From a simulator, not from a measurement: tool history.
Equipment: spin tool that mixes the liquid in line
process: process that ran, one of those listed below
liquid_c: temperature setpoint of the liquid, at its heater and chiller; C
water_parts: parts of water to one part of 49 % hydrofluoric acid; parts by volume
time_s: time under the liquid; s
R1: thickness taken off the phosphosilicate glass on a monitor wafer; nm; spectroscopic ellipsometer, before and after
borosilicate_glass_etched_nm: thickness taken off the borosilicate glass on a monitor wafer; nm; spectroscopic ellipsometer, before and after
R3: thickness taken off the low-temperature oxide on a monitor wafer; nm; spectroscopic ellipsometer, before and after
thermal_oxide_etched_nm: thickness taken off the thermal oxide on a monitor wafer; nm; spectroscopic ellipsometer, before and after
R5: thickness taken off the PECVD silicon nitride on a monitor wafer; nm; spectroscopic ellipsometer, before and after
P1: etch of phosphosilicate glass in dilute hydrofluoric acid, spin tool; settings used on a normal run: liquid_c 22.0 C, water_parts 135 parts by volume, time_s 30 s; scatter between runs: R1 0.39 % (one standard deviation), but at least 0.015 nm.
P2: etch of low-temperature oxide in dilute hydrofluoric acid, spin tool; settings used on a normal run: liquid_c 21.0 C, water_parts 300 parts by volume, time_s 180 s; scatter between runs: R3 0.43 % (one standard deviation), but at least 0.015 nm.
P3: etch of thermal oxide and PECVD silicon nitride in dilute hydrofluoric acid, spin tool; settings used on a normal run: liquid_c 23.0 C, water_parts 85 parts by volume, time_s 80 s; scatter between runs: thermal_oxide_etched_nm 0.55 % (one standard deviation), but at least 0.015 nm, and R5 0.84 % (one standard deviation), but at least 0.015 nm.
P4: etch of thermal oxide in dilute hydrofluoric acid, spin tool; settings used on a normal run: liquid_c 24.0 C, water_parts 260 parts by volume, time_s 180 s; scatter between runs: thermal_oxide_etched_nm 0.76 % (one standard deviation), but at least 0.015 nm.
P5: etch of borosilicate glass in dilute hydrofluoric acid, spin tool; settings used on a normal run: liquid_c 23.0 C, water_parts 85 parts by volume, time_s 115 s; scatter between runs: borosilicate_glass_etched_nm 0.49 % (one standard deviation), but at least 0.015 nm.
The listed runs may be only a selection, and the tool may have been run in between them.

run 1 hour=12.0 | process=P1 liquid_c=22.0 water_parts=135 time_s=30 | R1=27.039
run 2 hour=27.9 | process=P5 liquid_c=23.0 water_parts=85 time_s=200 | borosilicate_glass_etched_nm=51.750
run 3 hour=38.9 | process=P1 liquid_c=22.0 water_parts=135 time_s=55 | R1=49.312
run 4 hour=52.8 | process=P1 liquid_c=22.0 water_parts=135 time_s=15 | R1=13.556
run 5 hour=65.1 | process=P1 liquid_c=22.0 water_parts=135 time_s=30 | R1=26.939
run 6 hour=72.8 | process=P2 liquid_c=21.0 water_parts=60 time_s=180 | R3=40.0290
run 7 hour=85.6 | process=P2 liquid_c=27.0 water_parts=300 time_s=180 | R3=7.6975
run 8 hour=95.4 | process=P3 liquid_c=23.0 water_parts=85 time_s=80 | thermal_oxide_etched_nm=4.39310 R5=2.9314
run 9 hour=107.7 | process=P4 liquid_c=29.5 water_parts=260 time_s=180 | thermal_oxide_etched_nm=3.26430
run 10 hour=118.8 | process=P4 liquid_c=24.0 water_parts=260 time_s=180 | thermal_oxide_etched_nm=2.66250
run 11 hour=131.6 | process=P1 liquid_c=22.0 water_parts=135 time_s=30 | R1=26.969
run 12 hour=148.0 | process=P1 liquid_c=22.0 water_parts=135 time_s=30 | R1=26.994
run 13 hour=157.3 | process=P2 liquid_c=21.0 water_parts=300 time_s=290 | R3=10.0840
run 14 hour=173.5 | process=P1 liquid_c=22.0 water_parts=20 time_s=30 | R1=210.480
-- hour=176.0 hydrofluoric acid flow meter replaced
run 15 hour=186.4 | process=P3 liquid_c=18.0 water_parts=85 time_s=80 | thermal_oxide_etched_nm=3.48540 R5=2.1100
run 16 hour=199.9 | process=P4 liquid_c=24.0 water_parts=90 time_s=180 | thermal_oxide_etched_nm=9.54310
run 17 hour=211.4 | process=P4 liquid_c=24.0 water_parts=260 time_s=15 | thermal_oxide_etched_nm=0.24155
run 18 hour=226.8 | process=P5 liquid_c=23.0 water_parts=85 time_s=115 | borosilicate_glass_etched_nm=29.590
run 19 hour=236.9 | process=P5 liquid_c=27.5 water_parts=85 time_s=115 | borosilicate_glass_etched_nm=35.377
run 20 hour=254.0 | process=P3 liquid_c=23.0 water_parts=25 time_s=80 | thermal_oxide_etched_nm=15.97700 R5=9.6002
run 21 hour=262.2 | process=P3 liquid_c=23.0 water_parts=85 time_s=80 | thermal_oxide_etched_nm=4.38640 R5=2.8985
run 22 hour=270.1 | process=P5 liquid_c=23.0 water_parts=140 time_s=115 | borosilicate_glass_etched_nm=17.031
run 23 hour=284.4 | process=P1 liquid_c=22.0 water_parts=195 time_s=30 | R1=17.522
run 24 hour=296.3 | process=P2 liquid_c=21.0 water_parts=300 time_s=180 | R3=6.2326
run 25 hour=312.9 | process=P3 liquid_c=23.0 water_parts=85 time_s=165 | thermal_oxide_etched_nm=8.96610 R5=6.0173
run 26 hour=321.4 | process=P5 liquid_c=23.0 water_parts=85 time_s=115 | borosilicate_glass_etched_nm=29.735
run 27 hour=338.0 | process=P1 liquid_c=22.0 water_parts=135 time_s=30 | R1=27.050
run 28 hour=348.6 | process=P1 liquid_c=18.0 water_parts=205 time_s=30 | R1=14.089
run 29 hour=362.3 | process=P1 liquid_c=17.0 water_parts=135 time_s=30 | R1=22.104
run 30 hour=370.5 | process=P1 liquid_c=28.0 water_parts=135 time_s=30 | R1=34.072
run 31 hour=378.7 | process=P1 liquid_c=22.0 water_parts=135 time_s=30 | R1=27.080
run 32 hour=386.5 | process=P1 liquid_c=22.0 water_parts=135 time_s=30 | R1=26.523
run 33 hour=396.4 | process=P1 liquid_c=22.0 water_parts=135 time_s=30 | R1=25.914
run 34 hour=409.5 | process=P1 liquid_c=22.0 water_parts=135 time_s=30 | R1=25.598
run 35 hour=418.6 | process=P1 liquid_c=22.0 water_parts=135 time_s=30 | R1=25.274
run 36 hour=429.2 | process=P1 liquid_c=22.0 water_parts=135 time_s=30 | R1=25.210
run 37 hour=442.6 | process=P1 liquid_c=22.0 water_parts=135 time_s=30 | R1=25.114
run 38 hour=457.5 | process=P1 liquid_c=22.0 water_parts=135 time_s=30 | R1=25.065
run 39 hour=474.5 | process=P1 liquid_c=22.0 water_parts=135 time_s=30 | R1=25.024
run 40 hour=489.6 | process=P1 liquid_c=22.0 water_parts=135 time_s=30 | R1=24.923
run 41 hour=497.6 | process=P1 liquid_c=22.0 water_parts=135 time_s=30 | R1=24.765

P1 no longer gives what it gave before; its output has crept away from where it was. The following 2 causes, each at its listed size, fit the log equally well:
A: hydrofluoric acid flow below the setpoint (%) = 6.82
B: liquid colder than its thermometer reads (K) = 2.06
Onset of the creep was near hour 378.7.

Below are 4 check runs, each on a single wafer, with their results shown as question marks. Which of them would tell the listed causes apart, meaning the causes would give clearly different results under it?
run check 1 hour=505.6 | process=P5 liquid_c=27.0 water_parts=85 time_s=190 | borosilicate_glass_etched_nm=?
run check 2 hour=505.6 | process=P2 liquid_c=21.0 water_parts=80 time_s=180 | R3=?
run check 3 hour=505.6 | process=P4 liquid_c=29.5 water_parts=105 time_s=180 | thermal_oxide_etched_nm=?
run check 4 hour=505.6 | process=P3 liquid_c=23.0 water_parts=85 time_s=160 | thermal_oxide_etched_nm=? R5=?

Check results expected under each cause:
check=check_1 result=borosilicate_glass_etched_nm if_A=53.110 if_B=52.997
check=check_2 result=R3 if_A=27.2770 if_B=27.0550
check=check_3 result=thermal_oxide_etched_nm if_A=9.02650 if_B=9.05600
check=check_4 result=thermal_oxide_etched_nm if_A=8.06120 if_B=8.01480
check=check_4 result=R5 if_A=5.4479 if_B=5.0825
Per-check spread between the two closest causes, in the result where they differ most: check 1 0.21 %; check 2 0.82 %; check 3 0.33 %; check 4 6.94 %
Check 4 tells the causes apart: in the others they would give nearly the same result.

Check 4 was carried out, with these results: thermal_oxide_etched_nm 8.07690 nm; R5 5.4271 nm. Which of the listed causes is responsible?

Of the candidate causes, it is A: hydrofluoric acid flow below the setpoint (%).
